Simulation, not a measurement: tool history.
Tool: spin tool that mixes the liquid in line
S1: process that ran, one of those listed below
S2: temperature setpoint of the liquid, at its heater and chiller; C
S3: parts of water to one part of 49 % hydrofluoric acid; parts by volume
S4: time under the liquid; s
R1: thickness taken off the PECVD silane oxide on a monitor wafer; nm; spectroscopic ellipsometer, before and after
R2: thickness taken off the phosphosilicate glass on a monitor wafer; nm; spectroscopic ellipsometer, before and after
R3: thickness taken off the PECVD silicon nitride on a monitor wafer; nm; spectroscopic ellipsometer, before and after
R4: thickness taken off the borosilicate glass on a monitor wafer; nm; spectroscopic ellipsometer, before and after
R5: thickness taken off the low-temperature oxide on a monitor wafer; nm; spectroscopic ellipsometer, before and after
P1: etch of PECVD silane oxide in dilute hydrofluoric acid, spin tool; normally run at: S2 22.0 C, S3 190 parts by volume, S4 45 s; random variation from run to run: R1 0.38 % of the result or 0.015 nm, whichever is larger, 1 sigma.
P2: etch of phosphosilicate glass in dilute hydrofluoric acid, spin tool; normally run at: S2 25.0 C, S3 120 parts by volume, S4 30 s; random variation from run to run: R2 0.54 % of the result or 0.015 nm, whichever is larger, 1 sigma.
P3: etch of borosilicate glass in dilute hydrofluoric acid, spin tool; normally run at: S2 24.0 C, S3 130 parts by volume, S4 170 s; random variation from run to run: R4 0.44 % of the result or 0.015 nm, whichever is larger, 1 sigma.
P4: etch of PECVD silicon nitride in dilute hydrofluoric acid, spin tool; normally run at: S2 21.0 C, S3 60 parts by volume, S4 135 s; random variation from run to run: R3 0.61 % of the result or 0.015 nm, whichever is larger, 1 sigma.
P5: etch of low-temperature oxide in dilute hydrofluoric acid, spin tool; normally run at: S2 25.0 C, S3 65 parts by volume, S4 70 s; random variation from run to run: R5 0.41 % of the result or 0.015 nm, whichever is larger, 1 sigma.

run	hour	S1	S2	S3	S4	R1	R2	R3	R4	R5
1	16.1	P1	22.0	190	45	6.6136				
2	32.0	P2	21.0	120	30		19.323			
3	42.9	P2	25.0	120	30		22.601			
4	53.1	P2	25.0	120	50		37.952			
5	65.0	P4	21.0	35	135			6.77590		
6	74.9	P4	21.0	60	15			0.42204		
7	85.5	P1	17.0	190	45	5.4053				
8	98.5	P3	24.0	130	15				2.7937	
# hour 101.8: hydrofluoric acid flow meter replaced
9	107.9	P3	24.0	130	170				31.3650	
10	124.2	P4	27.5	60	135			6.13280		
11	131.9	P5	33.0	65	70					58.612
12	144.8	P1	22.0	190	20	2.9449				
13	153.8	P1	22.0	190	45	6.6460				
14	166.4	P1	22.0	80	45	17.8390				
15	174.4	P3	18.5	130	170				24.9400	
16	189.8	P1	28.5	190	45	8.4147				
17	204.0	P5	25.0	95	70					28.352
18	214.8	P2	25.0	195	30		12.836			
19	229.0	P1	27.5	190	85	15.2390				
20	242.0	P3	24.0	20	170				234.2900	
21	253.8	P3	24.0	130	170				31.1680	
22	270.4	P1	22.0	190	65	9.5126				
23	286.0	P1	22.0	190	45	6.5615				
24	293.9	P4	21.0	60	135			3.96640		
25	311.1	P1	22.0	320	45	3.4690				
26	322.0	P1	22.0	190	45	6.5955				
27	337.3	P5	25.0	65	70					43.225
28	352.1	P5	25.0	65	25					15.283
29	367.9	P1	22.0	190	45	6.5887				
30	380.4	P1	22.0	190	45	6.8426				
31	391.8	P1	22.0	190	45	7.0001				
32	408.5	P1	22.0	190	45	7.1412				
33	426.1	P1	22.0	190	45	7.2114				
34	436.5	P1	22.0	190	45	7.1882				
35	447.8	P1	22.0	190	45	7.2525				
36	457.3	P1	22.0	190	45	7.2575				
37	465.1	P1	22.0	190	45	7.2497				
38	480.0	P1	22.0	190	45	7.2748				

What P1 gives has crept away from where it was. These 2 causes fit the log equally well, each at the size given:
A: liquid hotter than its thermometer reads (K) = 2.43
B: hydrofluoric acid flow above the setpoint (%) = 7.95
The creep began at about hour 367.9.

4 check runs are offered, one wafer each, their results left as question marks. Which one tells the causes apart?
check 1	494.9	P5	32.5	65	25					?
check 2	494.9	P2	25.0	195	30		?			
check 3	494.9	P4	24.5	60	60			?		
check 4	494.9	P3	19.5	130	170				?	

What each check would give under each cause:
check	result	if A	if B
check 1	R5	22.495	22.340
check 2	R2	14.001	14.066
check 3	R3	2.64480	2.42730
check 4	R4	28.7830	28.4800
How far apart the two closest causes lie, in the result that separates them most: check 1 0.69 %; check 2 0.46 %; check 3 8.58 %; check 4 1.06 %
Check 3 tells the causes apart: in the others they would give nearly the same result.

Check 3 was then run and gave: R3 2.66050 nm. Which cause is it?

It is A: liquid hotter than its thermometer reads (K).
